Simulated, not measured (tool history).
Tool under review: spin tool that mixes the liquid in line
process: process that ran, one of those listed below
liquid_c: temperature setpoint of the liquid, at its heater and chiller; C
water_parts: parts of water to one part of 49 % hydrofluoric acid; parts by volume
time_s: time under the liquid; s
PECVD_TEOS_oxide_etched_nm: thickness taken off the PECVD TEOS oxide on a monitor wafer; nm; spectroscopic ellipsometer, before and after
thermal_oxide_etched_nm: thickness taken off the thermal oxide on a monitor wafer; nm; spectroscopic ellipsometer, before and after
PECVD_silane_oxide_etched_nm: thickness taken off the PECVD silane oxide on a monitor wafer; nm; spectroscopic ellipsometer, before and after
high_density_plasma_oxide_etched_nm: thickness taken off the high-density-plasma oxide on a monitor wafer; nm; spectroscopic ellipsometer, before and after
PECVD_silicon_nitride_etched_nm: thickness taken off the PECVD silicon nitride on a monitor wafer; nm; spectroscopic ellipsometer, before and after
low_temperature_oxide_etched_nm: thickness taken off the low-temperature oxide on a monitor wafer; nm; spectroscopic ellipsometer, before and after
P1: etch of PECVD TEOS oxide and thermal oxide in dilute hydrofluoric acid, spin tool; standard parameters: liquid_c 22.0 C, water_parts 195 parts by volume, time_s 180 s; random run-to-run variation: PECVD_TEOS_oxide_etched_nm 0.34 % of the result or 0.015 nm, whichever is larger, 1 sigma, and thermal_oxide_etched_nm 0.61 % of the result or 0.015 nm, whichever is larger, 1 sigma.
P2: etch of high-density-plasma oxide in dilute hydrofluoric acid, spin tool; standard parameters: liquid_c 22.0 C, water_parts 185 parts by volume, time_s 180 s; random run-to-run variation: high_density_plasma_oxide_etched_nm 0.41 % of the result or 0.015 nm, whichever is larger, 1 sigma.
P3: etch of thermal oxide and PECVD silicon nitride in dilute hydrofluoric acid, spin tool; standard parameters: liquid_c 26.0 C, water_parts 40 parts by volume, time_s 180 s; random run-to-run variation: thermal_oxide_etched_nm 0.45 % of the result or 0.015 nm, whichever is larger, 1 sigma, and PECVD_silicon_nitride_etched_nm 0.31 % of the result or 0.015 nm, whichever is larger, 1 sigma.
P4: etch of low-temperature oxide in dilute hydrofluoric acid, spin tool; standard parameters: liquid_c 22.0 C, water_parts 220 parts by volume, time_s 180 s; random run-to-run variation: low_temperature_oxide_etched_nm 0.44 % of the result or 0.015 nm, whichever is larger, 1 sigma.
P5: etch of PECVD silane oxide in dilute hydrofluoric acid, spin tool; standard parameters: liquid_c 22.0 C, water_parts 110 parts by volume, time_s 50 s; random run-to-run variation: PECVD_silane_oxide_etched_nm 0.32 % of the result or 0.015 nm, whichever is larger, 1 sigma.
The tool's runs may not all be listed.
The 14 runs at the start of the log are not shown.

| run | hour | process | liquid_c | water_parts | time_s | hours since the thermometer was replaced | hours since the hydrofluoric acid flow meter was replaced | PECVD_TEOS_oxide_etched_nm | thermal_oxide_etched_nm | PECVD_silane_oxide_etched_nm | high_density_plasma_oxide_etched_nm | PECVD_silicon_nitride_etched_nm | low_temperature_oxide_etched_nm |
|---|---|---|---|---|---|---|---|---|---|---|---|---|---|
| 15 | 68.3 | P4 | 22.0 | 90 | 180 | 44.7 | 372.2 |  |  |  |  |  | 20.7630 |
| 16 | 71.1 | P3 | 26.0 | 40 | 180 | 47.5 | 375.0 |  | 24.24000 |  |  | 10.6250 |  |
| 17 | 76.0 | P2 | 22.0 | 185 | 180 | 52.4 | 379.9 |  |  |  | 5.63170 |  |  |
| 18 | 78.9 | P1 | 22.0 | 195 | 180 | 55.3 | 382.8 | 6.8662 | 3.55560 |  |  |  |  |
| 19 | 84.5 | P5 | 22.0 | 110 | 20 | 60.9 | 388.4 |  |  | 3.5829 |  |  |  |
| 20 | 89.9 | P3 | 26.0 | 40 | 20 | 66.3 | 393.8 |  | 2.68280 |  |  | 1.1910 |  |
| 21 | 93.8 | P1 | 22.0 | 195 | 180 | 70.2 | 397.7 | 6.8113 | 3.60260 |  |  |  |  |
| 22 | 98.8 | P3 | 33.0 | 40 | 180 | 75.2 | 402.7 |  | 32.07100 |  |  | 16.6570 |  |
| 23 | 102.7 | P5 | 22.0 | 110 | 50 | 79.1 | 406.6 |  |  | 9.0398 |  |  |  |
| 24 | 108.3 | P1 | 22.0 | 195 | 30 | 84.7 | 412.2 | 1.1259 | 0.59836 |  |  |  |  |
| 25 | 112.8 | P4 | 22.0 | 220 | 325 | 89.2 | 416.7 |  |  |  |  |  | 13.2350 |
| 26 | 116.2 | P5 | 22.0 | 110 | 50 | 92.6 | 420.1 |  |  | 9.0536 |  |  |  |

For run 27, what comes out?
| 27 | 119.8 | P4 | 22.0 | 220 | 180 | 96.2 | 423.7 |  |  |  |  |  | ? |

low_temperature_oxide_etched_nm: 7.3413 nm
